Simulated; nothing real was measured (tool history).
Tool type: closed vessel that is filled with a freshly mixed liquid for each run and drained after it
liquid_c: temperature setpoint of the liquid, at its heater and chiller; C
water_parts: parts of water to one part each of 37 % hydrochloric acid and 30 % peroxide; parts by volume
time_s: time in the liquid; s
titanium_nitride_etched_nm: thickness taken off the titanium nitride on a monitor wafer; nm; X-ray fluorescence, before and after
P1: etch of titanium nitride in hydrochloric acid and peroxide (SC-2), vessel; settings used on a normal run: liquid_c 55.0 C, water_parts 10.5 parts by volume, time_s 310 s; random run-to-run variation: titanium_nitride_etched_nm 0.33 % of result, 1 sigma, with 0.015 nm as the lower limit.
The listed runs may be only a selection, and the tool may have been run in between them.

run,hour,liquid_c,water_parts,time_s,hours since the thermometer was replaced,hours since the chemicals flow meter was replaced,hours since the drum of peroxide was connected,titanium_nitride_etched_nm
1,6.6,55.0,10.5,310,475.1,1030.1,778.4,9.70690
2,16.9,42.5,10.5,530,485.4,1040.4,788.7,7.21330
3,27.3,67.0,10.5,310,495.8,1050.8,799.1,20.50500
4,32.5,55.0,10.5,310,501.0,1056.0,804.3,9.72090
# hour 39.2: chemicals flow meter replaced
5,41.0,55.0,4.0,310,509.5,1.8,812.8,20.25600
6,46.6,55.0,10.5,310,515.1,7.4,818.4,9.71920
7,54.6,55.0,18.0,310,523.1,15.4,826.4,6.06870
8,61.8,55.0,10.5,30,530.3,22.6,833.6,0.91272
9,69.1,42.0,10.5,310,537.6,29.9,840.9,4.02830
10,75.9,55.0,10.5,550,544.4,36.7,847.7,17.31200
11,84.9,55.0,10.5,310,553.4,45.7,856.7,9.67270
12,93.4,55.0,10.5,310,561.9,54.2,865.2,9.68590
13,104.0,55.0,10.5,310,572.5,64.8,875.8,9.71150
14,110.1,55.0,10.5,310,578.6,70.9,881.9,9.40820
15,119.0,55.0,10.5,310,587.5,79.8,890.8,9.06000
16,124.8,55.0,10.5,310,593.3,85.6,896.6,9.01800
# hour 131.1: new drum of peroxide connected
17,134.1,55.0,10.5,310,602.6,94.9,3.0,8.86780
18,143.1,55.0,10.5,310,611.6,103.9,12.0,8.80900
19,148.9,55.0,10.5,310,617.4,109.7,17.8,8.87530
20,154.3,55.0,10.5,310,622.8,115.1,23.2,8.89640
21,161.0,55.0,10.5,310,629.5,121.8,29.9,8.85150

P1 has crept away from where it was. The log is fitted equally well by each of these 2 causes, at the sizes shown:
A: liquid colder than its thermometer reads (K) = 1.43
B: chemicals flow below the setpoint (%) = 10.3
Onset of the creep was near hour 104.0.
What rules out each remaining cause:
peroxide weaker than its label (%): its service at hour 131.1 followed the start of the drift and did not put the process back to its old value

4 check runs are offered, each on 2 wafers whose results are averaged, their results left as question marks. Which one tells the causes apart?
check 1,167.7,42.5,4.0,310,,,,?
check 2,167.7,55.0,16.0,30,,,,?
check 3,167.7,55.0,18.0,545,,,,?
check 4,167.7,55.0,17.5,310,,,,?

If the cause were each of the candidates in turn, the checks would give the following:
check,result,if A,if B
check 1,titanium_nitride_etched_nm,7.88410,8.09720
check 2,titanium_nitride_etched_nm,0.59371,0.59116
check 3,titanium_nitride_etched_nm,9.70710,9.65410
check 4,titanium_nitride_etched_nm,5.66310,5.63380
Minimum pairwise separation of causes per check, each pair taken at its best-separating result: check 1 2.67 %; check 2 0.43 %; check 3 0.55 %; check 4 0.52 %
Of the check runs offered, only check 1 discriminates between the causes; the rest would read about the same regardless of which cause applies.

After running check 1, the following was obtained: titanium_nitride_etched_nm 7.91150 nm. Which cause does this point to?

It is A: liquid colder than its thermometer reads (K).
